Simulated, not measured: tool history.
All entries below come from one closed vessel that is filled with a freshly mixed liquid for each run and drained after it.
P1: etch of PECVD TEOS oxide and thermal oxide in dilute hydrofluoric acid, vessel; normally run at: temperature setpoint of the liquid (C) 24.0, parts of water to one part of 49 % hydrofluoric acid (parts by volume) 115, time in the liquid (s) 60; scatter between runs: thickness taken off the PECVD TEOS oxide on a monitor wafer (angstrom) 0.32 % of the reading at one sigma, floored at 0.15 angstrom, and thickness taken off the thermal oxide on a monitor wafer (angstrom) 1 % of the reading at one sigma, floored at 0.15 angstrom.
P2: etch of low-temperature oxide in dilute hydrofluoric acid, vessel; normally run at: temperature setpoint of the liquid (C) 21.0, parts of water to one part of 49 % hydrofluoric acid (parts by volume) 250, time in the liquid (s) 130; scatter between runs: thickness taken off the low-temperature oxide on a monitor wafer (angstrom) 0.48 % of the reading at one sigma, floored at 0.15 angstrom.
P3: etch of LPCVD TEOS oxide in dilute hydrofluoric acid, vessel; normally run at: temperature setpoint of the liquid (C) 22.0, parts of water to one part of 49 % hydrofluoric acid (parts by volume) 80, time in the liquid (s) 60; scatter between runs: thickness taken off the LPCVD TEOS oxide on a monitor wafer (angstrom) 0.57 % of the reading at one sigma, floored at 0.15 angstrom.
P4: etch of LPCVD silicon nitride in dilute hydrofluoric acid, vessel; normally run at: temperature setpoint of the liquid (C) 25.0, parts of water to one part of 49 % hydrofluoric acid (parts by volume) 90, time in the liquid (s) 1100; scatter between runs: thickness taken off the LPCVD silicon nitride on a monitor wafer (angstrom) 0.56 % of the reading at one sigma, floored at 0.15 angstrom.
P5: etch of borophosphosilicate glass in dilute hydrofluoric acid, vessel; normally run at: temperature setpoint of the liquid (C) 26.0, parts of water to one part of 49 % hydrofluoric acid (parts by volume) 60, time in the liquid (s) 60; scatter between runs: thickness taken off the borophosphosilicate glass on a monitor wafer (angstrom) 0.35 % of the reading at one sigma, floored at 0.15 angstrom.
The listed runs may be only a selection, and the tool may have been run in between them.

| run | hour | process that ran | temperature setpoint of the liquid (C) | parts of water to one part of 49 % hydrofluoric acid (parts by volume) | time in the liquid (s) | hours since the thermometer was replaced | hours since the hydrofluoric acid flow meter was replaced | thickness taken off the PECVD TEOS oxide on a monitor wafer (angstrom) | thickness taken off the thermal oxide on a monitor wafer (angstrom) | thickness taken off the low-temperature oxide on a monitor wafer (angstrom) | thickness taken off the LPCVD TEOS oxide on a monitor wafer (angstrom) | thickness taken off the LPCVD silicon nitride on a monitor wafer (angstrom) | thickness taken off the borophosphosilicate glass on a monitor wafer (angstrom) |
|---|---|---|---|---|---|---|---|---|---|---|---|---|---|
| 1 | 10.5 | P1 | 24.0 | 115 | 60 | 211.5 | 738.0 | 124.740 | 25.190 |  |  |  |  |
| 2 | 23.4 | P2 | 21.0 | 120 | 130 | 224.4 | 750.9 |  |  | 127.190 |  |  |  |
| 3 | 31.7 | P3 | 27.0 | 80 | 60 | 232.7 | 759.2 |  |  |  | 221.690 |  |  |
| 4 | 40.9 | P3 | 22.0 | 140 | 60 | 241.9 | 768.4 |  |  |  | 96.791 |  |  |
| 5 | 53.8 | P1 | 20.5 | 115 | 95 | 254.8 | 781.3 | 170.870 | 35.573 |  |  |  |  |
| 6 | 62.0 | P4 | 25.0 | 90 | 1100 | 263.0 | 789.5 |  |  |  |  | 67.009 |  |
| 7 | 68.3 | P2 | 17.0 | 250 | 130 | 269.3 | 795.8 |  |  | 45.838 |  |  |  |
| 8 | 77.8 | P1 | 17.5 | 115 | 60 | 278.8 | 805.3 | 96.063 | 19.825 |  |  |  |  |
| 9 | 89.3 | P2 | 21.0 | 250 | 30 | 290.3 | 816.8 |  |  | 12.294 |  |  |  |
| 10 | 95.6 | P1 | 24.0 | 115 | 60 | 296.6 | 823.1 | 125.040 | 25.433 |  |  |  |  |
| 11 | 104.3 | P1 | 24.0 | 115 | 30 | 305.3 | 831.8 | 62.485 | 12.713 |  |  |  |  |
| 12 | 111.0 | P1 | 24.0 | 115 | 100 | 312.0 | 838.5 | 208.750 | 42.034 |  |  |  |  |
| 13 | 116.7 | P4 | 25.0 | 90 | 1675 | 317.7 | 844.2 |  |  |  |  | 103.060 |  |
| 14 | 123.3 | P5 | 26.0 | 60 | 60 | 324.3 | 850.8 |  |  |  |  |  | 658.87 |
| 15 | 134.7 | P5 | 26.0 | 85 | 60 | 335.7 | 862.2 |  |  |  |  |  | 450.48 |
| 16 | 142.9 | P1 | 24.0 | 50 | 60 | 343.9 | 870.4 | 313.480 | 63.222 |  |  |  |  |
| 17 | 155.4 | P5 | 26.0 | 60 | 105 | 356.4 | 882.9 |  |  |  |  |  | 1156.00 |
| 18 | 164.4 | P3 | 22.0 | 80 | 30 | 365.4 | 891.9 |  |  |  | 90.457 |  |  |
| 19 | 170.9 | P1 | 24.0 | 115 | 60 | 371.9 | 898.4 | 124.010 | 25.223 |  |  |  |  |
| 20 | 177.5 | P5 | 33.5 | 60 | 60 | 378.5 | 905.0 |  |  |  |  |  | 877.92 |
| 21 | 183.2 | P1 | 24.0 | 180 | 60 | 384.2 | 910.7 | 74.081 | 15.165 |  |  |  |  |
| 22 | 192.9 | P1 | 24.0 | 115 | 60 | 393.9 | 920.4 | 124.990 | 25.353 |  |  |  |  |
| 23 | 203.6 | P4 | 25.0 | 20 | 1100 | 404.6 | 931.1 |  |  |  |  | 292.380 |  |
| 24 | 213.5 | P4 | 32.0 | 90 | 1100 | 414.5 | 941.0 |  |  |  |  | 105.860 |  |
| 25 | 220.6 | P4 | 25.0 | 90 | 1100 | 421.6 | 948.1 |  |  |  |  | 67.522 |  |
| 26 | 233.0 | P2 | 21.0 | 250 | 130 | 434.0 | 960.5 |  |  | 53.669 |  |  |  |
| 27 | 239.2 | P1 | 29.0 | 115 | 60 | 440.2 | 966.7 | 150.610 | 31.595 |  |  |  |  |
| 28 | 251.3 | P5 | 26.0 | 60 | 60 | 452.3 | 978.8 |  |  |  |  |  | 660.22 |
| 29 | 257.0 | P3 | 22.0 | 80 | 60 | 458.0 | 984.5 |  |  |  | 181.260 |  |  |
| 30 | 265.7 | P1 | 24.0 | 115 | 60 | 466.7 | 993.2 | 124.900 | 25.409 |  |  |  |  |
| 31 | 275.1 | P1 | 24.0 | 115 | 60 | 476.1 | 1002.6 | 129.610 | 26.589 |  |  |  |  |
| 32 | 286.6 | P1 | 24.0 | 115 | 60 | 487.6 | 1014.1 | 131.950 | 26.970 |  |  |  |  |
| 33 | 292.8 | P1 | 24.0 | 115 | 60 | 493.8 | 1020.3 | 132.570 | 27.075 |  |  |  |  |
| 34 | 303.5 | P1 | 24.0 | 115 | 60 | 504.5 | 1031.0 | 133.400 | 27.070 |  |  |  |  |
| 35 | 314.2 | P1 | 24.0 | 115 | 60 | 515.2 | 1041.7 | 134.310 | 27.714 |  |  |  |  |
| 36 | 325.9 | P1 | 24.0 | 115 | 60 | 526.9 | 1053.4 | 134.660 | 27.925 |  |  |  |  |
| 37 | 337.3 | P1 | 24.0 | 115 | 60 | 538.3 | 1064.8 | 134.340 | 27.139 |  |  |  |  |

What P1 gives has crept off from where it sat before. The 2 causes that follow fit the log equally well, each at the size noted:
A: hydrofluoric acid flow above the setpoint (%) = 6.83
B: liquid hotter than its thermometer reads (K) = 1.94
Creep in the process output first set in at about hour 265.7.

Which of the 4 check runs listed below separates the causes, so that each cause would produce a clearly different result? Each run uses one wafer, and its results are marked with question marks.
| check 1 | 348.7 | P5 | 30.5 | 60 | 105 |  |  |  |  |  |  |  | ? |
| check 2 | 348.7 | P4 | 25.0 | 35 | 1100 |  |  |  |  |  |  | ? |  |
| check 3 | 348.7 | P2 | 21.0 | 250 | 30 |  |  |  |  | ? |  |  |  |
| check 4 | 348.7 | P3 | 22.0 | 140 | 60 |  |  |  |  |  | ? |  |  |

Outcome of each check run for each possible cause:
| check | result | if A | if B |
|---|---|---|---|
| check 1 | thickness taken off the borophosphosilicate glass on a monitor wafer (angstrom) | 1482.40 | 1486.10 |
| check 2 | thickness taken off the LPCVD silicon nitride on a monitor wafer (angstrom) | 181.840 | 194.190 |
| check 3 | thickness taken off the low-temperature oxide on a monitor wafer (angstrom) | 13.377 | 13.240 |
| check 4 | thickness taken off the LPCVD TEOS oxide on a monitor wafer (angstrom) | 104.650 | 104.590 |
Per check, the gap between the least separated pair of causes, taken in the result that splits them most: check 1 0.25 %; check 2 6.57 %; check 3 1.03 %; check 4 0.06 %
Of the check runs offered, only check 2 discriminates between the causes; the rest would read about the same regardless of which cause applies.

The results of check 2 are: thickness taken off the LPCVD silicon nitride on a monitor wafer (angstrom) 182.360. Based on these, which of the listed causes is it?

The correct cause is A, namely: hydrofluoric acid flow above the setpoint (%).
